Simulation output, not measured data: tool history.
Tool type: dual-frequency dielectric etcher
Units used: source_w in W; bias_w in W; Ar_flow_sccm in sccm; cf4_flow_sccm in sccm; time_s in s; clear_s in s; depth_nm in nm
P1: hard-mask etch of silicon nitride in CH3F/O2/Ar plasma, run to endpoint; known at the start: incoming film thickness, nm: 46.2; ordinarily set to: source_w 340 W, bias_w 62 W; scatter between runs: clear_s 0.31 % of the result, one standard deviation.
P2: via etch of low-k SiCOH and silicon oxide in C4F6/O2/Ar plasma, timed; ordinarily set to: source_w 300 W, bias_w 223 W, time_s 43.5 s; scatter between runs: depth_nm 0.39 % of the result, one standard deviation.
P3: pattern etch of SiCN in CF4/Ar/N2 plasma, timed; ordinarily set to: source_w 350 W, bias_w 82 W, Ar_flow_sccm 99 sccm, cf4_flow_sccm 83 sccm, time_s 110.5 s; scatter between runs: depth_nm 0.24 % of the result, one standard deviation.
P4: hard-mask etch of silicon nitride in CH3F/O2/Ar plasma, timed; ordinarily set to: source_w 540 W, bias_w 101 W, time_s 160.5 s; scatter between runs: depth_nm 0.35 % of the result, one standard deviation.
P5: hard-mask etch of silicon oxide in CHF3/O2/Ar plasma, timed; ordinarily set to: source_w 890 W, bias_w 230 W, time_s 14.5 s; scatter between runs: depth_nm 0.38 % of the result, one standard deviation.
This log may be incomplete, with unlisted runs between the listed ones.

| run | hour | process | source_w | bias_w | Ar_flow_sccm | cf4_flow_sccm | time_s | hours since the last wet clean | hours since the last source power generator calibration | hours since the last bias power generator calibration | clear_s | depth_nm |
|---|---|---|---|---|---|---|---|---|---|---|---|---|
| 1 | 14.9 | P1 | 340 | 62 |  |  |  | 238.2 | 1191.9 | 557.8 | 76.212 |  |
| 2 | 23.4 | P3 | 350 | 82 | 99 | 83 | 63 | 246.7 | 1200.4 | 566.3 |  | 45.271 |
| 3 | 36.2 | P1 | 340 | 62 |  |  |  | 259.5 | 1213.2 | 579.1 | 76.583 |  |
| 4 | 51.9 | P2 | 300 | 132 |  |  | 43.5 | 275.2 | 1228.9 | 594.8 |  | 91.425 |
| 5 | 62.3 | P5 | 890 | 138 |  |  | 14.5 | 285.6 | 1239.3 | 605.2 |  | 30.871 |
| 6 | 78.3 | P3 | 500 | 82 | 99 | 83 | 110.5 | 301.6 | 1255.3 | 621.2 |  | 108.22 |
| 7 | 89 | P2 | 220 | 223 |  |  | 43.5 | 312.3 | 1266 | 631.9 |  | 96.16 |
| 8 | 97.1 | P5 | 890 | 230 |  |  | 9 | 320.4 | 1274.1 | 640 |  | 22.707 |
| 9 | 111.5 | P4 | 540 | 101 |  |  | 160.5 | 334.8 | 1288.5 | 654.4 |  | 141.9 |
| 10 | 124.7 | P3 | 350 | 58 | 99 | 83 | 110.5 | 348 | 1301.7 | 667.6 |  | 70.477 |
| 11 | 136.5 | P4 | 540 | 101 |  |  | 100 | 359.8 | 1313.5 | 679.4 |  | 87.806 |
| 12 | 149.9 | P3 | 350 | 82 | 99 | 56 | 110.5 | 373.2 | 1326.9 | 692.8 |  | 74.936 |
| 13 | 163.8 | P1 | 260 | 45 |  |  |  | 387.1 | 1340.8 | 706.7 | 94.178 |  |
| 14 | 176.1 | P1 | 340 | 84 |  |  |  | 399.4 | 1353.1 | 719 | 68.755 |  |
| 15 | 185.3 | P1 | 340 | 62 |  |  |  | 408.6 | 1362.3 | 728.2 | 76.704 |  |
| 16 | 196.1 | P1 | 340 | 62 |  |  |  | 419.4 | 1373.1 | 739 | 76.732 |  |
| 17 | 207.1 | P5 | 590 | 230 |  |  | 14.5 | 430.4 | 1384.1 | 750 |  | 31.103 |
| 18 | 216.2 | P5 | 890 | 230 |  |  | 14.5 | 439.5 | 1393.2 | 759.1 |  | 36.275 |
| 19 | 228.9 | P2 | 300 | 223 |  |  | 43.5 | 452.2 | 1405.9 | 771.8 |  | 107.79 |
| 20 | 242.1 | P1 | 270 | 62 |  |  |  | 465.4 | 1419.1 | 785 | 83.649 |  |
| 21 | 254.4 | P1 | 420 | 62 |  |  |  | 477.7 | 1431.4 | 797.3 | 70.555 |  |
| 22 | 270.2 | P2 | 300 | 223 |  |  | 55.5 | 493.5 | 1447.2 | 813.1 |  | 137.16 |
| 23 | 280.5 | P1 | 340 | 62 |  |  |  | 503.8 | 1457.5 | 823.4 | 76.102 |  |
| 24 | 294.4 | P1 | 340 | 43 |  |  |  | 517.7 | 1471.4 | 837.3 | 85.836 |  |
| 25 | 307.6 | P4 | 540 | 71 |  |  | 160.5 | 530.9 | 1484.6 | 850.5 |  | 124.46 |
| 26 | 316.1 | P4 | 650 | 101 |  |  | 160.5 | 539.4 | 1493.1 | 859 |  | 151.75 |
| 27 | 328.3 | P3 | 350 | 82 | 127 | 83 | 110.5 | 551.6 | 1505.3 | 871.2 |  | 76.618 |
| 28 | 338 | P3 | 350 | 82 | 99 | 83 | 110.5 | 561.3 | 1515 | 880.9 |  | 79.175 |
| 29 | 346.7 | P3 | 350 | 82 | 99 | 83 | 110.5 | 570 | 1523.7 | 889.6 |  | 79.372 |
| 30 | 361.8 | P2 | 300 | 223 |  |  | 43.5 | 585.1 | 1538.8 | 904.7 |  | 108.22 |
| 31 | 372.7 | P1 | 340 | 62 |  |  |  | 596 | 1549.7 | 915.6 | 76.641 |  |
| 32 | 383.8 | P1 | 340 | 62 |  |  |  | 607.1 | 1560.8 | 926.7 | 77.141 |  |
| 33 | 392.5 | P1 | 340 | 62 |  |  |  | 615.8 | 1569.5 | 935.4 | 77.184 |  |
| 34 | 404.3 | P1 | 340 | 62 |  |  |  | 627.6 | 1581.3 | 947.2 | 76.922 |  |
| 35 | 416.1 | P1 | 340 | 62 |  |  |  | 639.4 | 1593.1 | 959 | 77.404 |  |
| 36 | 424.5 | P1 | 340 | 62 |  |  |  | 647.8 | 1601.5 | 967.4 | 77.755 |  |
|  | 433.1 | wet clean of the chamber |
| 37 | 439.4 | P1 | 340 | 62 |  |  |  | 6.3 | 1616.4 | 982.3 | 77.874 |  |
| 38 | 447.6 | P1 | 340 | 62 |  |  |  | 14.5 | 1624.6 | 990.5 | 77.745 |  |
| 39 | 460.3 | P1 | 340 | 62 |  |  |  | 27.2 | 1637.3 | 1003.2 | 77.937 |  |

P1 no longer gives what it gave before; its output has crept away from where it was. The following 2 causes, each at its listed size, fit the log equally well:
A: bias power that arrives under what is set, % = 4.5
B: source power that arrives under what is set, % = 3.95
The creep began at about hour 372.7.
Why every other cause is out:
chamber walls in a state that lowers the etch rate, %: was serviced at hour 433.1, once the creep was under way, yet the earlier output never came back

4 check runs are offered, one wafer each, their results left as question marks. Which one tells the causes apart?
| check 1 | 473 | P2 | 300 | 154 |  |  | 43.5 |  |  |  |  | ? |
| check 2 | 473 | P4 | 620 | 101 |  |  | 105.5 |  |  |  |  | ? |
| check 3 | 473 | P3 | 350 | 61 | 99 | 83 | 110.5 |  |  |  |  | ? |
| check 4 | 473 | P5 | 890 | 176 |  |  | 12 |  |  |  |  | ? |

Predicted outcomes, by check and by cause:
| check | result | if A | if B |
|---|---|---|---|
| check 1 | depth_nm | 94.401 | 94.264 |
| check 2 | depth_nm | 96.007 | 96.129 |
| check 3 | depth_nm | 70.555 | 69.131 |
| check 4 | depth_nm | 27.2 | 27.182 |
How far apart the two closest causes lie, in the result that separates them most: check 1 0.15 %; check 2 0.13 %; check 3 2.04 %; check 4 0.07 %
Check 3 is the one run that separates the causes; every other check would come out nearly the same whichever cause is at work.

Check 3 was carried out, with these results: depth_nm 70.614 nm. Which of the listed causes is responsible?

It was cause A: bias power that arrives under what is set, %.

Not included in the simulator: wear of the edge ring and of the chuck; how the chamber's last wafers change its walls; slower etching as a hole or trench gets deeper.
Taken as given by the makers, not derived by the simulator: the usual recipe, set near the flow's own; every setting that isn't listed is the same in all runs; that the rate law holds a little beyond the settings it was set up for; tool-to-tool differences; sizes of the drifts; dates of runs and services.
